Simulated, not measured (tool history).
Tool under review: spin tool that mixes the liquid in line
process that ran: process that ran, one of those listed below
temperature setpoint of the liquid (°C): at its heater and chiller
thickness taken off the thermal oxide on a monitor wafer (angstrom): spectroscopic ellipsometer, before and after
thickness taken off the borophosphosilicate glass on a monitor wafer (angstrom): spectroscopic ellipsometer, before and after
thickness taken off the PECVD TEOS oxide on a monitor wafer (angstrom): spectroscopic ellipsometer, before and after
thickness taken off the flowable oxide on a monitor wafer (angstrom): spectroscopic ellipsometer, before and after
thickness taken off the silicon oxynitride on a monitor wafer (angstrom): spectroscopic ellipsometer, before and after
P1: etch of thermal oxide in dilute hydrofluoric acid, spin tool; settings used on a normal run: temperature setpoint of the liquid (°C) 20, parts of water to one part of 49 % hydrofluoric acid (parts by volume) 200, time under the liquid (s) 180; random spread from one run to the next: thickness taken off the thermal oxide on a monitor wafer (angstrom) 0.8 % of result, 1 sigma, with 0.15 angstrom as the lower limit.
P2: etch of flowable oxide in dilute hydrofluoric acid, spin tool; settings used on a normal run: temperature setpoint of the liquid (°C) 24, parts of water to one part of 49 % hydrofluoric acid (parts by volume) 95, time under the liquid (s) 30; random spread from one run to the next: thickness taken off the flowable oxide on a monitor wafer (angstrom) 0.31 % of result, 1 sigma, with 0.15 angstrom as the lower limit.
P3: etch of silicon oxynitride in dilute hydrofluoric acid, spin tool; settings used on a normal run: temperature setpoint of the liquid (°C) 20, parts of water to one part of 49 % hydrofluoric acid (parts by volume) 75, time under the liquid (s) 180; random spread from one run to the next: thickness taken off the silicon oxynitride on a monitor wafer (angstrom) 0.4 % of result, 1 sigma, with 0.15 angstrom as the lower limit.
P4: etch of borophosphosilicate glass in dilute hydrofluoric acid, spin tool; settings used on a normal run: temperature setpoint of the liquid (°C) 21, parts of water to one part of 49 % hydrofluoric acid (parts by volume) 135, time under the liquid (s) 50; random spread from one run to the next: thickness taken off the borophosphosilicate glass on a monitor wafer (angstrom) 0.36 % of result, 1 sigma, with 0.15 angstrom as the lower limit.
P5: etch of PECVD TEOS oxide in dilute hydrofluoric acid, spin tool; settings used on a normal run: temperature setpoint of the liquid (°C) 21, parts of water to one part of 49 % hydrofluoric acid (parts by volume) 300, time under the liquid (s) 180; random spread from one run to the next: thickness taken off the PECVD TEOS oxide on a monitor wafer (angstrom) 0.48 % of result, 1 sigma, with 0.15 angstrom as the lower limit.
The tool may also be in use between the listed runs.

run,hour,process that ran,temperature setpoint of the liquid (°C),parts of water to one part of 49 % hydrofluoric acid (parts by volume),time under the liquid (s),hours since the thermometer was replaced,hours since the hydrofluoric acid flow meter was replaced,thickness taken off the thermal oxide on a monitor wafer (angstrom),thickness taken off the borophosphosilicate glass on a monitor wafer (angstrom),thickness taken off the PECVD TEOS oxide on a monitor wafer (angstrom),thickness taken off the flowable oxide on a monitor wafer (angstrom),thickness taken off the silicon oxynitride on a monitor wafer (angstrom)
1,16.5,P1,20,200,180,565.4,326.4,33.6580,,,,
2,26.2,P4,21,135,50,575.1,336.1,,161.990,,,
3,39.9,P1,26,200,180,588.8,349.8,42.3480,,,,
4,50.7,P1,20,200,180,599.6,360.6,33.6320,,,,
5,63.5,P1,20,40,180,612.4,373.4,195.0200,,,,
6,77.3,P5,21,300,180,626.2,387.2,,,64.2990,,
7,90.2,P4,21,135,15,639.1,400.1,,48.784,,,
8,101.0,P2,24,175,30,649.9,410.9,,,,85.958,
9,110.6,P3,20,75,305,659.5,420.5,,,,,119.530
10,120.3,P2,19,95,30,669.2,430.2,,,,142.480,
11,134.2,P3,17,75,180,683.1,444.1,,,,,61.148
# hour 144.4: hydrofluoric acid flow meter replaced
12,149.2,P1,20,200,180,698.1,4.9,33.4260,,,,
13,161.7,P4,17,135,50,710.6,17.4,,136.850,,,
14,177.0,P2,24,95,30,725.9,32.7,,,,173.810,
15,193.5,P1,20,110,60,742.4,49.2,22.0940,,,,
16,201.6,P1,20,200,360,750.5,57.3,66.1150,,,,
17,216.3,P3,20,75,180,765.2,72.0,,,,,70.786
18,225.1,P2,24,95,65,774.0,80.8,,,,376.850,
19,236.0,P1,17,200,180,784.9,91.7,29.7620,,,,
20,248.6,P1,20,200,45,797.5,104.3,8.1195,,,,
21,257.0,P1,20,200,180,805.9,112.7,33.3670,,,,
22,269.1,P2,24,95,30,818.0,124.8,,,,172.620,
23,277.3,P5,17,300,180,826.2,133.0,,,55.0580,,
24,285.1,P1,20,355,180,834.0,140.8,16.1750,,,,
25,295.6,P1,20,200,180,844.5,151.3,33.2130,,,,
26,307.5,P3,20,45,180,856.4,163.2,,,,,120.480
27,319.8,P4,21,245,50,868.7,175.5,,79.959,,,
28,330.2,P5,21,300,25,879.1,185.9,,,8.8985,,
29,343.9,P4,21,135,50,892.8,199.6,,163.740,,,
30,356.9,P5,21,155,180,905.8,212.6,,,143.4900,,
31,366.8,P1,20,200,180,915.7,222.5,33.2900,,,,
32,379.0,P1,20,200,180,927.9,234.7,31.8500,,,,
33,392.6,P1,20,200,180,941.5,248.3,32.3810,,,,
34,405.2,P1,20,200,180,954.1,260.9,31.4120,,,,
35,422.3,P1,20,200,180,971.2,278.0,30.7980,,,,
36,433.1,P1,20,200,180,982.0,288.8,30.9300,,,,
37,444.0,P1,20,200,180,992.9,299.7,30.5960,,,,
38,456.1,P1,20,200,180,1005.0,311.8,30.7480,,,,
39,463.8,P1,20,200,180,1012.7,319.5,30.5110,,,,

Something has made what P1 gives creep away from where it was; the 2 causes below, each at its own stated size, fit the log equally well:
A: hydrofluoric acid flow below the setpoint (%) = 6.87
B: liquid colder than its thermometer reads (K) = 2.19
The gradual shift began around hour 366.8.

Below are 4 check runs, each on a single wafer, with their results shown as question marks. Which of them would tell the listed causes apart, meaning the causes would give clearly different results under it?
check 1,471.5,P5,17.5,300,50,,,,,?,,
check 2,471.5,P4,17.5,205,50,,,,?,,,
check 3,471.5,P3,17.0,75,180,,,,,,,?
check 4,471.5,P2,24.0,130,30,,,,,,?,

Check results expected under each cause:
check,result,if A,if B
check 1,thickness taken off the PECVD TEOS oxide on a monitor wafer (angstrom),14.2570,14.3450
check 2,thickness taken off the borophosphosilicate glass on a monitor wafer (angstrom),79.648,79.435
check 3,thickness taken off the silicon oxynitride on a monitor wafer (angstrom),56.551,54.466
check 4,thickness taken off the flowable oxide on a monitor wafer (angstrom),112.350,111.960
Distance between the nearest two causes, measured in the result of the check that separates them most: check 1 0.61 %; check 2 0.27 %; check 3 3.76 %; check 4 0.34 %
Check 3 tells the causes apart: in the others they would give nearly the same result.

Running check 3 produced the following: thickness taken off the silicon oxynitride on a monitor wafer (angstrom) 56.820. Which one of the listed causes fits?

It was cause A: hydrofluoric acid flow below the setpoint (%).

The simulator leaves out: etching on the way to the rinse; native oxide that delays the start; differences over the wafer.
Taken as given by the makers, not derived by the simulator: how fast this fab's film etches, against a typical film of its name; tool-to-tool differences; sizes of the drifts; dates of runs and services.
